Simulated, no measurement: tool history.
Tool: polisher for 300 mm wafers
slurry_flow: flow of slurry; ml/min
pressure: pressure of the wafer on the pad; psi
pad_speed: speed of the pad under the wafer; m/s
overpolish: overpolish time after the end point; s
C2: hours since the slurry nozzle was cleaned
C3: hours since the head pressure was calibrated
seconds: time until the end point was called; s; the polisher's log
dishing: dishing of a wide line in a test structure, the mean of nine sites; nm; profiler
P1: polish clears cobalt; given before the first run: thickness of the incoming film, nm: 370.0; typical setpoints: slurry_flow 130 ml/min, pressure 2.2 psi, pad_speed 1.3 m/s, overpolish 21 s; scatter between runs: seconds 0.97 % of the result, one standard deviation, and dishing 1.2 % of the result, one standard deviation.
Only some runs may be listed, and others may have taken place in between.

{"run": 1, "hour": 6.3, "slurry_flow": 130, "pressure": 2.2, "pad_speed": 1.3, "overpolish": 21, "wafers polished on this pad": 147, "C2": 226.1, "C3": 215.2, "seconds": 44.977, "dishing": 66.126}
{"run": 2, "hour": 11.6, "slurry_flow": 130, "pressure": 2.2, "pad_speed": 1.3, "overpolish": 42, "wafers polished on this pad": 194, "C2": 231.4, "C3": 220.5, "seconds": 44.937, "dishing": 70.539}
{"run": 3, "hour": 16.4, "slurry_flow": 130, "pressure": 1, "pad_speed": 1.3, "overpolish": 21, "wafers polished on this pad": 236, "C2": 236.2, "C3": 225.3, "seconds": 98.176, "dishing": 47.62}
{"run": 4, "hour": 24.3, "slurry_flow": 130, "pressure": 2.2, "pad_speed": 1.3, "overpolish": 21, "wafers polished on this pad": 306, "C2": 244.1, "C3": 233.2, "seconds": 44.99, "dishing": 65.102}
{"run": 5, "hour": 29.7, "slurry_flow": 130, "pressure": 2.2, "pad_speed": 1.3, "overpolish": 21, "wafers polished on this pad": 353, "C2": 249.5, "C3": 238.6, "seconds": 44.794, "dishing": 66.349}
{"run": 6, "hour": 36.8, "slurry_flow": 130, "pressure": 2.2, "pad_speed": 1.3, "overpolish": 21, "wafers polished on this pad": 416, "C2": 256.6, "C3": 245.7, "seconds": 44.818, "dishing": 65.233}
{"run": 7, "hour": 44.1, "slurry_flow": 130, "pressure": 2.2, "pad_speed": 1.3, "overpolish": 6, "wafers polished on this pad": 480, "C2": 263.9, "C3": 253, "seconds": 44.126, "dishing": 35.22}
{"run": 8, "hour": 50.4, "slurry_flow": 130, "pressure": 2.2, "pad_speed": 1.3, "overpolish": 21, "wafers polished on this pad": 536, "C2": 270.2, "C3": 259.3, "seconds": 44.904, "dishing": 64.904}
{"run": 9, "hour": 59.1, "slurry_flow": 130, "pressure": 2.2, "pad_speed": 2, "overpolish": 21, "wafers polished on this pad": 613, "C2": 278.9, "C3": 268, "seconds": 29.038, "dishing": 69.015}
{"run": 10, "hour": 64.0, "slurry_flow": 130, "pressure": 2.2, "pad_speed": 0.76, "overpolish": 21, "wafers polished on this pad": 656, "C2": 283.8, "C3": 272.9, "seconds": 76.762, "dishing": 53.617}
{"run": 11, "hour": 69.3, "slurry_flow": 80, "pressure": 2.2, "pad_speed": 1.3, "overpolish": 21, "wafers polished on this pad": 703, "C2": 289.1, "C3": 278.2, "seconds": 50.087, "dishing": 63.392}
{"run": 12, "hour": 73.9, "slurry_flow": 130, "pressure": 2.2, "pad_speed": 1.3, "overpolish": 21, "wafers polished on this pad": 743, "C2": 293.7, "C3": 282.8, "seconds": 44.332, "dishing": 64.881}
{"run": 13, "hour": 78.1, "slurry_flow": 200, "pressure": 2.2, "pad_speed": 1.3, "overpolish": 21, "wafers polished on this pad": 780, "C2": 297.9, "C3": 287, "seconds": 41.956, "dishing": 64.4}
{"run": 14, "hour": 86.1, "slurry_flow": 195, "pressure": 3.4, "pad_speed": 1.3, "overpolish": 21, "wafers polished on this pad": 851, "C2": 305.9, "C3": 295, "seconds": 26.54, "dishing": 70.727}
{"run": 15, "hour": 94.0, "slurry_flow": 130, "pressure": 3.5, "pad_speed": 1.3, "overpolish": 21, "wafers polished on this pad": 921, "C2": 313.8, "C3": 302.9, "seconds": 28.309, "dishing": 69.72}
{"run": 16, "hour": 99.4, "slurry_flow": 130, "pressure": 2.2, "pad_speed": 0.66, "overpolish": 10, "wafers polished on this pad": 968, "C2": 319.2, "C3": 308.3, "seconds": 87.873, "dishing": 31.635}
{"run": 17, "hour": 108.1, "slurry_flow": 130, "pressure": 2.2, "pad_speed": 1.3, "overpolish": 21, "wafers polished on this pad": 1045, "C2": 327.9, "C3": 317, "seconds": 44.394, "dishing": 63.69}
{"run": 18, "hour": 114.5, "slurry_flow": 130, "pressure": 2.2, "pad_speed": 1.3, "overpolish": 21, "wafers polished on this pad": 1102, "C2": 334.3, "C3": 323.4, "seconds": 45.874, "dishing": 63.688}
{"run": 19, "hour": 123.2, "slurry_flow": 130, "pressure": 2.2, "pad_speed": 1.3, "overpolish": 21, "wafers polished on this pad": 1178, "C2": 343, "C3": 332.1, "seconds": 47.671, "dishing": 63.576}
{"run": 20, "hour": 127.4, "slurry_flow": 130, "pressure": 2.2, "pad_speed": 1.3, "overpolish": 21, "wafers polished on this pad": 1215, "C2": 347.2, "C3": 336.3, "seconds": 48.221, "dishing": 64.342}
{"hour": 132.1, "done": "head pressure recalibrated"}
{"run": 21, "hour": 132.2, "slurry_flow": 130, "pressure": 2.2, "pad_speed": 1.3, "overpolish": 21, "wafers polished on this pad": 1258, "C2": 352, "C3": 0.1, "seconds": 48.578, "dishing": 62.158}
{"run": 22, "hour": 137.8, "slurry_flow": 130, "pressure": 2.2, "pad_speed": 1.3, "overpolish": 21, "wafers polished on this pad": 1307, "C2": 357.6, "C3": 5.7, "seconds": 49.706, "dishing": 63.809}
{"run": 23, "hour": 141.6, "slurry_flow": 130, "pressure": 2.2, "pad_speed": 1.3, "overpolish": 21, "wafers polished on this pad": 1341, "C2": 361.4, "C3": 9.5, "seconds": 49.264, "dishing": 62.355}
{"run": 24, "hour": 148.0, "slurry_flow": 130, "pressure": 2.2, "pad_speed": 1.3, "overpolish": 21, "wafers polished on this pad": 1397, "C2": 367.8, "C3": 15.9, "seconds": 49.097, "dishing": 63.377}
{"run": 25, "hour": 155.6, "slurry_flow": 130, "pressure": 2.2, "pad_speed": 1.3, "overpolish": 21, "wafers polished on this pad": 1464, "C2": 375.4, "C3": 23.5, "seconds": 48.983, "dishing": 63.811}

P1 no longer gives what it gave before; its output has crept away from where it was. The following 2 causes, each at its listed size, fit the log equally well:
A: removal rate lost through wear of the pad, % = 9.02
B: slurry flow missing at the pad, % = 33
The drift started at roughly hour 108.1.
Each remaining cause and why it is not a fit:
head's pressure below its setpoint, %: serviced after onset, at hour 132.1, with no recovery of the prior output

The list below offers 4 check runs, each averaging the results of 3 wafers, and shows each result as a question mark. For which of them would the listed causes give clearly different results?
{"run": "check 1", "hour": 163.2, "slurry_flow": 130, "pressure": 2.2, "pad_speed": 1.3, "overpolish": 6, "seconds": "?", "dishing": "?"}
{"run": "check 2", "hour": 163.2, "slurry_flow": 130, "pressure": 1.5, "pad_speed": 1.3, "overpolish": 6, "seconds": "?", "dishing": "?"}
{"run": "check 3", "hour": 163.2, "slurry_flow": 85, "pressure": 2.2, "pad_speed": 1.7, "overpolish": 21, "seconds": "?", "dishing": "?"}
{"run": "check 4", "hour": 163.2, "slurry_flow": 130, "pressure": 3.3, "pad_speed": 1.3, "overpolish": 21, "seconds": "?", "dishing": "?"}

If the cause were each of the candidates in turn, the checks would give the following:
check=check_1 result=seconds if_A=49.178 if_B=49.184
check=check_1 result=dishing if_A=32.999 if_B=32.996
check=check_2 result=seconds if_A=72.128 if_B=72.137
check=check_2 result=dishing if_A=24.634 if_B=24.631
check=check_3 result=seconds if_A=41.628 if_B=43.412
check=check_3 result=dishing if_A=65.976 if_B=65.36
check=check_4 result=seconds if_A=32.785 if_B=32.79
check=check_4 result=dishing if_A=68.679 if_B=68.677
Separation of the two closest causes in each check, using whichever result separates them best: check 1 0.01 %; check 2 0.01 %; check 3 4.2 %; check 4 0.01 %
Check 3 is the one run that separates the causes; every other check would come out nearly the same whichever cause is at work.

After running check 3, the following was obtained: seconds 43.473 s; dishing 64.888 nm. Which cause does this point to?

Of the candidate causes, it is B: slurry flow missing at the pad, %.
